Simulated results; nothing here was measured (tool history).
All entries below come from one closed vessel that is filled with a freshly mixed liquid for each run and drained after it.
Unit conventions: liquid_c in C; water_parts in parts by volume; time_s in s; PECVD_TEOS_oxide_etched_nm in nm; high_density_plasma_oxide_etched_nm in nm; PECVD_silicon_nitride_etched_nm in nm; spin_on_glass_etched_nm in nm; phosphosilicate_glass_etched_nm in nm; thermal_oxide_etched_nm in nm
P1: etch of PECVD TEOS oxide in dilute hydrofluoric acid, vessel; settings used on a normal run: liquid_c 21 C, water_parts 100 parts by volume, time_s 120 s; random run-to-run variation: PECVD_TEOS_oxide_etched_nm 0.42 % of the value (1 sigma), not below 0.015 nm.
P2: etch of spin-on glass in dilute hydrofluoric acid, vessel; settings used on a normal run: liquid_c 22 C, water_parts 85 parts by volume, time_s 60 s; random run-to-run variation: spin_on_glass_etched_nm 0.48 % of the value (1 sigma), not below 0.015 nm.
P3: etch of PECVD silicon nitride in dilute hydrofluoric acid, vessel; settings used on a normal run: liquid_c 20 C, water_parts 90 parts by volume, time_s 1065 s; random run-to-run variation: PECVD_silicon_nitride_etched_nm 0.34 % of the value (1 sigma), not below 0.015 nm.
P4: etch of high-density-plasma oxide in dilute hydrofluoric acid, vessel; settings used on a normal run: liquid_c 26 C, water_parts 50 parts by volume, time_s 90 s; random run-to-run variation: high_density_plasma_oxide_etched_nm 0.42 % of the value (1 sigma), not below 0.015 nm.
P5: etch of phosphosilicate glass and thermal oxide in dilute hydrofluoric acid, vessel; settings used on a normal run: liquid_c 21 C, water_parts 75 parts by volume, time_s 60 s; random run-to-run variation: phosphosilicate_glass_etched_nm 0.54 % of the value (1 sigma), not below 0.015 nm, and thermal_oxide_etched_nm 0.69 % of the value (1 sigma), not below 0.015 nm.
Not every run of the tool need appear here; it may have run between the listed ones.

run,hour,process,liquid_c,water_parts,time_s,hours since the thermometer was replaced,hours since the hydrofluoric acid flow meter was replaced,PECVD_TEOS_oxide_etched_nm,high_density_plasma_oxide_etched_nm,PECVD_silicon_nitride_etched_nm,spin_on_glass_etched_nm,phosphosilicate_glass_etched_nm,thermal_oxide_etched_nm
1,4.7,P1,21,100,120,198.8,726.8,15.4990,,,,,
2,8.6,P1,21,100,120,202.7,730.7,15.6160,,,,,
3,13.3,P4,26,50,30,207.4,735.4,,5.0853,,,,
4,19.4,P4,26,50,90,213.5,741.5,,15.3290,,,,
5,25.9,P3,20,145,1065,220.0,748.0,,,9.3128,,,
6,30.5,P2,22,85,30,224.6,752.6,,,,7.9873,,
7,35.1,P1,21,150,120,229.2,757.2,9.7701,,,,,
8,41.5,P1,21,100,120,235.6,763.6,15.4250,,,,,
9,46.7,P3,17,90,1065,240.8,768.8,,,12.1170,,,
10,52.5,P1,21,100,120,246.6,774.6,15.5360,,,,,
11,59.2,P2,22,145,60,253.3,781.3,,,,8.7230,,
12,65.5,P3,20,90,1065,259.6,787.6,,,14.9060,,,
13,70.1,P5,21,140,60,264.2,792.2,,,,,45.601,1.7379
14,73.9,P2,17,85,60,268.0,796.0,,,,12.9500,,
15,77.5,P1,25,100,120,271.6,799.6,18.2160,,,,,
16,83.6,P3,20,90,1065,277.7,805.7,,,14.9120,,,
17,87.3,P4,26,20,90,281.4,809.4,,40.0880,,,,
18,91.4,P1,21,100,30,285.5,813.5,3.8982,,,,,
19,98.6,P5,21,75,100,292.7,820.7,,,,,151.490,5.8141
20,102.8,P1,21,100,175,296.9,824.9,22.6110,,,,,
21,107.3,P5,21,75,60,301.4,829.4,,,,,90.720,3.4865
22,111.3,P1,27,100,50,305.4,833.4,8.1967,,,,,
23,115.3,P5,21,75,60,309.4,837.4,,,,,90.789,3.5220
24,123.2,P5,17,75,60,317.3,845.3,,,,,76.996,2.9446
25,127.8,P2,22,85,60,321.9,849.9,,,,15.9440,,
26,131.5,P4,26,50,90,325.6,853.6,,15.4020,,,,
27,138.4,P4,33,50,90,332.5,860.5,,20.2390,,,,
28,144.4,P1,17,100,120,338.5,866.5,13.1990,,,,,
29,150.9,P3,20,90,2115,345.0,873.0,,,29.6090,,,
30,156.5,P1,21,100,120,350.6,878.6,15.5900,,,,,
31,162.3,P1,21,30,120,356.4,884.4,56.0270,,,,,
32,169.6,P1,21,100,120,363.7,891.7,15.5450,,,,,
33,175.5,P1,21,100,120,369.6,897.6,16.3100,,,,,
34,179.9,P1,21,100,120,374.0,902.0,16.4920,,,,,
35,184.9,P1,21,100,120,379.0,907.0,16.7170,,,,,
36,191.2,P1,21,100,120,385.3,913.3,16.9120,,,,,
37,198.5,P1,21,100,120,392.6,920.6,16.8550,,,,,
38,206.1,P1,21,100,120,400.2,928.2,16.8620,,,,,

What P1 gives has crept away from where it was. These 2 causes fit the log equally well, each at the size given:
A: hydrofluoric acid flow above the setpoint (%) = 8.41
B: liquid hotter than its thermometer reads (K) = 2.23
Creep in the process output first set in at about hour 169.6.

Below are 4 check runs, each on a single wafer, with their results shown as question marks. Which of them would tell the listed causes apart, meaning the causes would give clearly different results under it?
check 1,213.7,P4,26,25,90,,,,?,,,,
check 2,213.7,P5,17,120,60,,,,,,,?,?
check 3,213.7,P3,17,90,1895,,,,,?,,,
check 4,213.7,P2,19,85,60,,,,,,?,,

Expected result of each check under each candidate cause:
check,result,if A,if B
check 1,high_density_plasma_oxide_etched_nm,34.5820,34.8630
check 2,phosphosilicate_glass_etched_nm,49.896,49.986
check 2,thermal_oxide_etched_nm,1.9278,1.9313
check 3,PECVD_silicon_nitride_etched_nm,23.3140,25.1670
check 4,spin_on_glass_etched_nm,15.3900,15.4570
Per check, the gap between the least separated pair of causes, taken in the result that splits them most: check 1 0.81 %; check 2 0.18 %; check 3 7.65 %; check 4 0.43 %
Check 3 distinguishes between the causes, while the remaining checks would return nearly the same result for all of them.

The results of check 3 are: PECVD_silicon_nitride_etched_nm 23.3290 nm. Based on these, which of the listed causes is it?

It is A: hydrofluoric acid flow above the setpoint (%).
